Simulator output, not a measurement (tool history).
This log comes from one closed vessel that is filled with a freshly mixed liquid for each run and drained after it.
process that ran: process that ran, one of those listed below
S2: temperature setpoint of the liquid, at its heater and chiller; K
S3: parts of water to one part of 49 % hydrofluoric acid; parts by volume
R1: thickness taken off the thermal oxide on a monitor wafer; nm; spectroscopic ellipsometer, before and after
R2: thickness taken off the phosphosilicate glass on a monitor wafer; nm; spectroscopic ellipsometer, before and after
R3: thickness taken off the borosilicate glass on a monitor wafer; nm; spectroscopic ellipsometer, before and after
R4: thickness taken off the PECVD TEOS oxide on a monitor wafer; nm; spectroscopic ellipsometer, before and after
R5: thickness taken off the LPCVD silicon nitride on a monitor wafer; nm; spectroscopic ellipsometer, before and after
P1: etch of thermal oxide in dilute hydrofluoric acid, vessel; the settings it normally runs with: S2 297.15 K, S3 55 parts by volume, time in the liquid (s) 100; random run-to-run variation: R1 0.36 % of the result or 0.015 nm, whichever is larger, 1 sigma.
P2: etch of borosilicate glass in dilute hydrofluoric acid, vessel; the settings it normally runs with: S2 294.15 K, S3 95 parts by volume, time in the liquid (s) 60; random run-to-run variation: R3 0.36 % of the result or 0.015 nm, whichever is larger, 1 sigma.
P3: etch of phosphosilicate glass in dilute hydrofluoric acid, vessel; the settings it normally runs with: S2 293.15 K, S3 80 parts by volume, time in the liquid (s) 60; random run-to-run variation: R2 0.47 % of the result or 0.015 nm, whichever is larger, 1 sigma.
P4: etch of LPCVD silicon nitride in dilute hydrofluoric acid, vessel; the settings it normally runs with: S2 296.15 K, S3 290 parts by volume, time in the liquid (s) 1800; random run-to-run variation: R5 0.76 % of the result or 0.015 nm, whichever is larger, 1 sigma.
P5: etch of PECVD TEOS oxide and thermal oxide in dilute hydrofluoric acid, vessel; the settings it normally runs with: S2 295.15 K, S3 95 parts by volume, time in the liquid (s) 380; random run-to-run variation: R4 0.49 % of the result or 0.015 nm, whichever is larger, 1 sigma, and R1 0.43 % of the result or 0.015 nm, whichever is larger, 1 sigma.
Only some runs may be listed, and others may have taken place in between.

run 1 hour=6.1 | process_that_ran=P1 S2=297.15 S3=55 time_in_the_liquid_(s)=100 | R1=9.1213
run 2 hour=10.6 | process_that_ran=P3 S2=293.15 S3=80 time_in_the_liquid_(s)=95 | R2=142.030
run 3 hour=15.0 | process_that_ran=P2 S2=290.15 S3=95 time_in_the_liquid_(s)=60 | R3=17.088
run 4 hour=19.2 | process_that_ran=P1 S2=297.15 S3=55 time_in_the_liquid_(s)=100 | R1=9.2503
run 5 hour=22.7 | process_that_ran=P2 S2=294.15 S3=170 time_in_the_liquid_(s)=60 | R3=10.367
run 6 hour=29.3 | process_that_ran=P1 S2=293.15 S3=55 time_in_the_liquid_(s)=100 | R1=7.7581
run 7 hour=33.0 | process_that_ran=P2 S2=294.15 S3=95 time_in_the_liquid_(s)=95 | R3=32.014
run 8 hour=38.7 | process_that_ran=P5 S2=295.15 S3=25 time_in_the_liquid_(s)=380 | R1=71.4500 R4=176.350
run 9 hour=45.5 | process_that_ran=P1 S2=297.15 S3=55 time_in_the_liquid_(s)=150 | R1=13.7470
run 10 hour=51.2 | process_that_ran=P5 S2=295.15 S3=95 time_in_the_liquid_(s)=380 | R1=17.4740 R4=42.819
run 11 hour=55.9 | process_that_ran=P4 S2=296.15 S3=290 time_in_the_liquid_(s)=1800 | R5=3.1406
run 12 hour=63.1 | process_that_ran=P1 S2=297.15 S3=55 time_in_the_liquid_(s)=100 | R1=9.1523
run 13 hour=70.4 | process_that_ran=P1 S2=297.15 S3=90 time_in_the_liquid_(s)=180 | R1=9.7655
run 14 hour=77.1 | process_that_ran=P1 S2=297.15 S3=105 time_in_the_liquid_(s)=100 | R1=4.4788
run 15 hour=82.6 | process_that_ran=P3 S2=293.15 S3=80 time_in_the_liquid_(s)=60 | R2=89.445
run 16 hour=88.7 | process_that_ran=P1 S2=297.15 S3=100 time_in_the_liquid_(s)=30 | R1=1.4191
run 17 hour=92.5 | process_that_ran=P1 S2=301.65 S3=55 time_in_the_liquid_(s)=100 | R1=11.0570
run 18 hour=97.6 | process_that_ran=P2 S2=294.15 S3=95 time_in_the_liquid_(s)=60 | R3=20.221
run 19 hour=105.2 | process_that_ran=P4 S2=296.15 S3=105 time_in_the_liquid_(s)=1800 | R5=8.5044
run 20 hour=110.3 | process_that_ran=P5 S2=290.15 S3=95 time_in_the_liquid_(s)=380 | R1=14.0020 R4=34.684
run 21 hour=118.0 | process_that_ran=P3 S2=297.15 S3=80 time_in_the_liquid_(s)=60 | R2=105.610
run 22 hour=123.6 | process_that_ran=P1 S2=297.15 S3=20 time_in_the_liquid_(s)=100 | R1=26.5020

What will run 23 give?
run 23 hour=130.8 | process_that_ran=P4 S2=290.15 S3=290 time_in_the_liquid_(s)=1800 | R5=?

Run 23 yielded R5 2.1388 nm.
